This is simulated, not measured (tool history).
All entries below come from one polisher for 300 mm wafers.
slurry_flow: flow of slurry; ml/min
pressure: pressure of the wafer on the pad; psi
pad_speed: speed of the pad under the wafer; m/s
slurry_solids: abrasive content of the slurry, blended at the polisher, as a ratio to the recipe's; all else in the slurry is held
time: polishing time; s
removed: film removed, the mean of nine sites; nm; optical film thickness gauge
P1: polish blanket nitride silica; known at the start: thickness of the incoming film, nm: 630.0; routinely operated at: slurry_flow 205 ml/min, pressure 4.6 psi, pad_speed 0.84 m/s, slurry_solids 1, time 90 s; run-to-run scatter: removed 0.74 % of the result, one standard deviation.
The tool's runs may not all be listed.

run 1 hour=8.8 | slurry_flow=205 pressure=4.6 pad_speed=0.84 slurry_solids=1 time=90 | removed=60.829
run 2 hour=23 | slurry_flow=205 pressure=4.6 pad_speed=0.84 slurry_solids=1 time=90 | removed=59.934
run 3 hour=32.2 | slurry_flow=205 pressure=4.6 pad_speed=0.84 slurry_solids=1 time=47 | removed=31.447
run 4 hour=43.9 | slurry_flow=205 pressure=4.6 pad_speed=0.84 slurry_solids=0.7 time=90 | removed=49.563
run 5 hour=59.1 | slurry_flow=205 pressure=4.6 pad_speed=0.84 slurry_solids=1.3 time=90 | removed=67.124
run 6 hour=70.6 | slurry_flow=205 pressure=4.6 pad_speed=0.84 slurry_solids=1 time=90 | removed=60.417
run 7 hour=80.5 | slurry_flow=205 pressure=6.5 pad_speed=0.84 slurry_solids=1 time=90 | removed=84.824
run 8 hour=96.1 | slurry_flow=205 pressure=4.6 pad_speed=0.84 slurry_solids=1 time=90 | removed=60.572
run 9 hour=106.1 | slurry_flow=260 pressure=4.6 pad_speed=0.84 slurry_solids=1 time=90 | removed=61.935
run 10 hour=122 | slurry_flow=205 pressure=4.6 pad_speed=0.84 slurry_solids=1 time=90 | removed=60.215
run 11 hour=132.5 | slurry_flow=205 pressure=4.6 pad_speed=0.4 slurry_solids=1 time=90 | removed=32.766
run 12 hour=146.7 | slurry_flow=205 pressure=6.9 pad_speed=1.18 slurry_solids=1 time=90 | removed=117.92
run 13 hour=156.9 | slurry_flow=130 pressure=4.6 pad_speed=0.84 slurry_solids=1 time=90 | removed=55.292
run 14 hour=166.9 | slurry_flow=205 pressure=4.6 pad_speed=0.84 slurry_solids=1 time=90 | removed=59.362
run 15 hour=175.9 | slurry_flow=205 pressure=4.6 pad_speed=1.16 slurry_solids=0.6 time=90 | removed=59.786
run 16 hour=186.6 | slurry_flow=205 pressure=4.6 pad_speed=1.32 slurry_solids=1 time=90 | removed=86.819
run 17 hour=194.2 | slurry_flow=205 pressure=4.6 pad_speed=0.84 slurry_solids=1 time=115 | removed=77.205
run 18 hour=205.6 | slurry_flow=205 pressure=2.1 pad_speed=0.84 slurry_solids=1 time=90 | removed=27.211
run 19 hour=221.2 | slurry_flow=205 pressure=4.6 pad_speed=0.84 slurry_solids=1 time=90 | removed=59.846

Run 20 has not been measured yet. What should we expect?
run 20 hour=229.9 | slurry_flow=205 pressure=4.6 pad_speed=1.32 slurry_solids=1 time=54 | removed=?

Run 20 yielded removed 51.452 nm.
